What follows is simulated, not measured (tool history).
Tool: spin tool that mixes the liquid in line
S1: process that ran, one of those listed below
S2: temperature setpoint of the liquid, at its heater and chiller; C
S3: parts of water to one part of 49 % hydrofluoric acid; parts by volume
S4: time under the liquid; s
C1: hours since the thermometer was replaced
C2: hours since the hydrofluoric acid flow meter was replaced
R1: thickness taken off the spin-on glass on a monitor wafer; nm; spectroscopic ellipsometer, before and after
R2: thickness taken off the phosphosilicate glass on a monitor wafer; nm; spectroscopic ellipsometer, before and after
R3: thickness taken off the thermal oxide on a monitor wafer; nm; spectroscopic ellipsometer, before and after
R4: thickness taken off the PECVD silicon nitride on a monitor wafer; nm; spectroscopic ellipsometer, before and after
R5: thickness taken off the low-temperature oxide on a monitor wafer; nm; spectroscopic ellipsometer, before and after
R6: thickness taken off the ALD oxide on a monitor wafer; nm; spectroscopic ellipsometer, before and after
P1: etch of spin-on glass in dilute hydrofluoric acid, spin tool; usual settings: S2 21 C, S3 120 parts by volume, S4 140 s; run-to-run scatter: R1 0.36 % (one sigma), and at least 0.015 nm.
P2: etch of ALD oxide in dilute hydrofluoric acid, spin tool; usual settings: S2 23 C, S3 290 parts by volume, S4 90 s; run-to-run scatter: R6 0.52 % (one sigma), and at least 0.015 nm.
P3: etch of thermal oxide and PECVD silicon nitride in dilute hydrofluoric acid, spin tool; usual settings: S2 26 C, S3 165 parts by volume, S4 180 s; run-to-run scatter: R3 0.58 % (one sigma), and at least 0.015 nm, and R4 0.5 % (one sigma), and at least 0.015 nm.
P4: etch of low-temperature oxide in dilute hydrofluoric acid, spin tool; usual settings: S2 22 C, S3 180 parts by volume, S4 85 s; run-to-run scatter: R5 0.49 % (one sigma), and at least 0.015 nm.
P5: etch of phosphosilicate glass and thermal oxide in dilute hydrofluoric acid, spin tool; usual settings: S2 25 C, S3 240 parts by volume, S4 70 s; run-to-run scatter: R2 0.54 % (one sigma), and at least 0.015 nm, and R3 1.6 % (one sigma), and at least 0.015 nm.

| run | day | S1 | S2 | S3 | S4 | C1 | C2 | R1 | R2 | R3 | R4 | R5 | R6 |
|---|---|---|---|---|---|---|---|---|---|---|---|---|---|
| 1 | 0.304 | P1 | 21 | 120 | 140 | 976.8 | 240.0 | 34.921 |  |  |  |  |  |
| 2 | 0.567 | P1 | 17 | 165 | 140 | 983.1 | 246.3 | 20.512 |  |  |  |  |  |
| 3 | 0.958 | P1 | 21 | 120 | 245 | 992.5 | 255.7 | 61.038 |  |  |  |  |  |
| 4 | 1.225 | P5 | 25 | 115 | 70 | 998.9 | 262.1 |  | 37.016 | 3.04490 |  |  |  |
| 5 | 1.608 | P1 | 17 | 160 | 140 | 1008.1 | 271.3 | 21.350 |  |  |  |  |  |
|  | 1.675 | thermometer replaced |
| 6 | 1.812 | P3 | 26 | 85 | 180 | 3.3 | 276.2 |  |  | 11.24600 | 8.9532 |  |  |
| 7 | 2.204 | P1 | 21 | 70 | 140 | 12.7 | 285.6 | 63.096 |  |  |  |  |  |
| 8 | 2.467 | P1 | 28 | 120 | 65 | 19.0 | 291.9 | 21.303 |  |  |  |  |  |
| 9 | 2.767 | P4 | 22 | 180 | 85 | 26.2 | 299.1 |  |  |  |  | 5.7992 |  |
| 10 | 3.179 | P2 | 23 | 290 | 90 | 36.1 | 309.0 |  |  |  |  |  | 5.61300 |
| 11 | 3.450 | P2 | 23 | 290 | 15 | 42.6 | 315.5 |  |  |  |  |  | 0.95307 |
| 12 | 3.683 | P1 | 21 | 120 | 140 | 48.2 | 321.1 | 34.948 |  |  |  |  |  |
| 13 | 3.950 | P5 | 25 | 240 | 70 | 54.6 | 327.5 |  | 15.201 | 1.29100 |  |  |  |
|  | 3.996 | hydrofluoric acid flow meter replaced |
| 14 | 4.379 | P2 | 23 | 290 | 90 | 64.9 | 9.2 |  |  |  |  |  | 5.63340 |
| 15 | 4.817 | P3 | 26 | 165 | 345 | 75.4 | 19.7 |  |  | 9.95190 | 8.8436 |  |  |
| 16 | 5.183 | P1 | 27 | 120 | 140 | 84.2 | 28.5 | 43.852 |  |  |  |  |  |
| 17 | 5.521 | P4 | 22 | 180 | 85 | 92.3 | 36.6 |  |  |  |  | 5.8255 |  |
| 18 | 5.883 | P1 | 17 | 120 | 140 | 101.0 | 45.3 | 29.454 |  |  |  |  |  |
| 19 | 6.308 | P3 | 19 | 165 | 180 | 111.2 | 55.5 |  |  | 3.90300 | 2.9165 |  |  |
| 20 | 6.575 | P1 | 21 | 120 | 140 | 117.6 | 61.9 | 34.698 |  |  |  |  |  |
| 21 | 6.842 | P3 | 26 | 165 | 180 | 124.0 | 68.3 |  |  | 5.20870 | 4.5938 |  |  |
| 22 | 7.104 | P4 | 22 | 180 | 150 | 130.3 | 74.6 |  |  |  |  | 10.1700 |  |
| 23 | 7.442 | P5 | 17 | 240 | 70 | 138.4 | 82.7 |  | 11.282 | 0.93565 |  |  |  |
| 24 | 7.842 | P5 | 25 | 240 | 35 | 148.0 | 92.3 |  | 7.654 | 0.67297 |  |  |  |
| 25 | 8.238 | P1 | 21 | 120 | 140 | 157.5 | 101.8 | 34.737 |  |  |  |  |  |
| 26 | 8.633 | P1 | 21 | 120 | 140 | 167.0 | 111.3 | 34.769 |  |  |  |  |  |
| 27 | 8.971 | P1 | 21 | 120 | 140 | 175.1 | 119.4 | 34.854 |  |  |  |  |  |
| 28 | 9.396 | P4 | 26 | 180 | 85 | 185.3 | 129.6 |  |  |  |  | 6.6909 |  |
| 29 | 9.721 | P1 | 21 | 120 | 140 | 193.1 | 137.4 | 34.959 |  |  |  |  |  |
| 30 | 10.096 | P4 | 22 | 315 | 85 | 202.1 | 146.4 |  |  |  |  | 2.8947 |  |
| 31 | 10.375 | P2 | 17 | 290 | 90 | 208.8 | 153.1 |  |  |  |  |  | 4.50890 |
| 32 | 10.783 | P2 | 23 | 55 | 90 | 218.6 | 162.9 |  |  |  |  |  | 38.45200 |
| 33 | 11.171 | P1 | 21 | 170 | 140 | 227.9 | 172.2 | 23.276 |  |  |  |  |  |
| 34 | 11.504 | P1 | 21 | 120 | 45 | 235.9 | 180.2 | 11.141 |  |  |  |  |  |
| 35 | 11.800 | P5 | 25 | 240 | 70 | 243.0 | 187.3 |  | 15.388 | 1.27170 |  |  |  |
| 36 | 12.167 | P1 | 21 | 120 | 140 | 251.8 | 196.1 | 34.671 |  |  |  |  |  |
| 37 | 12.625 | P1 | 21 | 120 | 140 | 262.8 | 207.1 | 33.590 |  |  |  |  |  |
| 38 | 12.988 | P1 | 21 | 120 | 140 | 271.5 | 215.8 | 32.669 |  |  |  |  |  |
| 39 | 13.446 | P1 | 21 | 120 | 140 | 282.5 | 226.8 | 32.517 |  |  |  |  |  |
| 40 | 13.754 | P1 | 21 | 120 | 140 | 289.9 | 234.2 | 32.300 |  |  |  |  |  |

Forecast run 41:
| 41 | 14.150 | P1 | 21 | 120 | 140 | 299.4 | 243.7 | ? |  |  |  |  |  |

Run 41 gave R1 32.454 nm.
